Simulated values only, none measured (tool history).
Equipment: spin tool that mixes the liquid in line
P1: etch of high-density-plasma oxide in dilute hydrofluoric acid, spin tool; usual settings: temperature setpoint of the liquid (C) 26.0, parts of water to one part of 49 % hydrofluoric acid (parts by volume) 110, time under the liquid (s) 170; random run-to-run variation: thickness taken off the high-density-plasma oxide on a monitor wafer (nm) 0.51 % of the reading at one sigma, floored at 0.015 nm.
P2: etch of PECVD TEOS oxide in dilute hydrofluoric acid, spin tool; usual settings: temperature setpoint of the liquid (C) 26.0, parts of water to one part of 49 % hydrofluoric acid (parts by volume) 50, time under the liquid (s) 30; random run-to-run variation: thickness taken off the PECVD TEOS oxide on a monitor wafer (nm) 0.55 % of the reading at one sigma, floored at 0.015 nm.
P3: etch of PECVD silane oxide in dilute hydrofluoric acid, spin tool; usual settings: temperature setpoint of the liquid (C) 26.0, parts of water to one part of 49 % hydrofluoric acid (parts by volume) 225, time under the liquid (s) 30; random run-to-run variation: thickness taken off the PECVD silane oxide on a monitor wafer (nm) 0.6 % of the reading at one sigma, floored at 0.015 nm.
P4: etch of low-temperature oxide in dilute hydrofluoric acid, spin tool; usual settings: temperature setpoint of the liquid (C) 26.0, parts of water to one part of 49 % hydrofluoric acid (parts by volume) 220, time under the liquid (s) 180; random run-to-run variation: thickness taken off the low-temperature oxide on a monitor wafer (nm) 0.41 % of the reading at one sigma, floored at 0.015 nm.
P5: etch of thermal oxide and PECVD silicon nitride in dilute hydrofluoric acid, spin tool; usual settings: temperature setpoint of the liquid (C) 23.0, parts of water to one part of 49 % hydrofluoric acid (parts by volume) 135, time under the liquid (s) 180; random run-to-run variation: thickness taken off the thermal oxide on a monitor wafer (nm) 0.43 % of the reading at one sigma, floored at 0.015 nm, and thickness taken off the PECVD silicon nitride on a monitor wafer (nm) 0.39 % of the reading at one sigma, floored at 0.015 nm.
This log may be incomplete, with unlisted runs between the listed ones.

run	hour	process that ran	temperature setpoint of the liquid (C)	parts of water to one part of 49 % hydrofluoric acid (parts by volume)	time under the liquid (s)	thickness taken off the high-density-plasma oxide on a monitor wafer (nm)	thickness taken off the low-temperature oxide on a monitor wafer (nm)	thickness taken off the PECVD TEOS oxide on a monitor wafer (nm)	thickness taken off the PECVD silane oxide on a monitor wafer (nm)	thickness taken off the thermal oxide on a monitor wafer (nm)	thickness taken off the PECVD silicon nitride on a monitor wafer (nm)
1	7.3	P1	26.0	110	170	8.33540					
2	14.7	P4	26.0	220	345		15.5960				
3	28.5	P1	30.0	110	170	9.71930					
4	41.5	P2	18.0	50	30			14.2480			
5	55.4	P2	26.0	75	30			12.9850			
6	68.7	P4	26.0	80	180		26.4720				
7	80.3	P1	26.0	150	55	1.88340					
8	89.4	P3	26.0	125	30				9.2685		
9	95.9	P3	26.0	225	30				4.5484		
10	105.0	P5	23.0	135	80					2.5814	2.3701
11	118.9	P1	26.0	110	170	8.29450					
12	130.7	P3	26.0	225	15				2.2741		
13	142.7	P5	23.0	135	180					5.8082	5.3189
14	153.6	P5	23.0	135	180					5.7608	5.3364
15	161.9	P5	17.0	135	180					4.5814	3.5610
16	169.6	P2	26.0	50	30			20.0460			
17	177.3	P1	26.0	110	170	8.33090					
18	183.7	P1	26.0	110	15	0.71495					
19	197.3	P1	26.0	110	335	16.37300					
20	204.9	P1	26.0	45	170	22.22700					
21	212.6	P4	30.0	220	180		9.3111				
22	222.3	P1	26.0	170	170	5.04370					
23	236.9	P1	26.0	110	170	8.31840					
24	246.7	P2	26.0	50	15			9.9555			
25	256.2	P1	18.5	110	170	6.11040					
26	271.1	P4	26.0	220	180		8.1297				
27	279.2	P3	34.0	225	30				5.9904		
28	290.2	P5	23.0	220	180					3.2683	3.2739
29	300.3	P1	26.0	110	170	8.42030					
30	312.8	P1	26.0	110	170	8.66150					
31	324.6	P1	26.0	110	170	8.83740					
32	335.8	P1	26.0	110	170	9.01860					
33	348.0	P1	26.0	110	170	9.06830					
34	354.4	P1	26.0	110	170	9.14230					
35	367.2	P1	26.0	110	170	9.04080					
36	377.3	P1	26.0	110	170	9.15630					
37	388.3	P1	26.0	110	170	9.22180					

Compared with where it was, what P1 gives has crept away. Each cause listed below fits the log as well as the rest, at the size given for it:
A: hydrofluoric acid flow above the setpoint (%) = 8.25
B: liquid hotter than its thermometer reads (K) = 2.36
The onset of the drift is placed at about hour 300.3.

Which of the 4 check runs listed below separates the causes, so that each cause would produce a clearly different result? Each run uses one wafer, and its results are marked with question marks.
check 1	399.3	P5	17.0	135	180					?	?
check 2	399.3	P4	26.0	85	265		?				
check 3	399.3	P3	26.0	125	30				?		
check 4	399.3	P2	26.0	70	15			?			

If the cause were each of the candidates in turn, the checks would give the following:
check	result	if A	if B
check 1	thickness taken off the thermal oxide on a monitor wafer (nm)	4.9766	5.0112
check 1	thickness taken off the PECVD silicon nitride on a monitor wafer (nm)	3.8426	4.1812
check 2	thickness taken off the low-temperature oxide on a monitor wafer (nm)	39.8600	40.0210
check 3	thickness taken off the PECVD silane oxide on a monitor wafer (nm)	10.1100	10.0880
check 4	thickness taken off the PECVD TEOS oxide on a monitor wafer (nm)	7.5918	7.6425
Per-check spread between the two closest causes, in the result where they differ most: check 1 8.45 %; check 2 0.4 %; check 3 0.22 %; check 4 0.67 %
Check 1 distinguishes between the causes, while the remaining checks would return nearly the same result for all of them.

Check 1 has now been run. It gave: thickness taken off the thermal oxide on a monitor wafer (nm) 4.9904; thickness taken off the PECVD silicon nitride on a monitor wafer (nm) 3.8410. Which of the candidate causes is it?

It was cause A: hydrofluoric acid flow above the setpoint (%).

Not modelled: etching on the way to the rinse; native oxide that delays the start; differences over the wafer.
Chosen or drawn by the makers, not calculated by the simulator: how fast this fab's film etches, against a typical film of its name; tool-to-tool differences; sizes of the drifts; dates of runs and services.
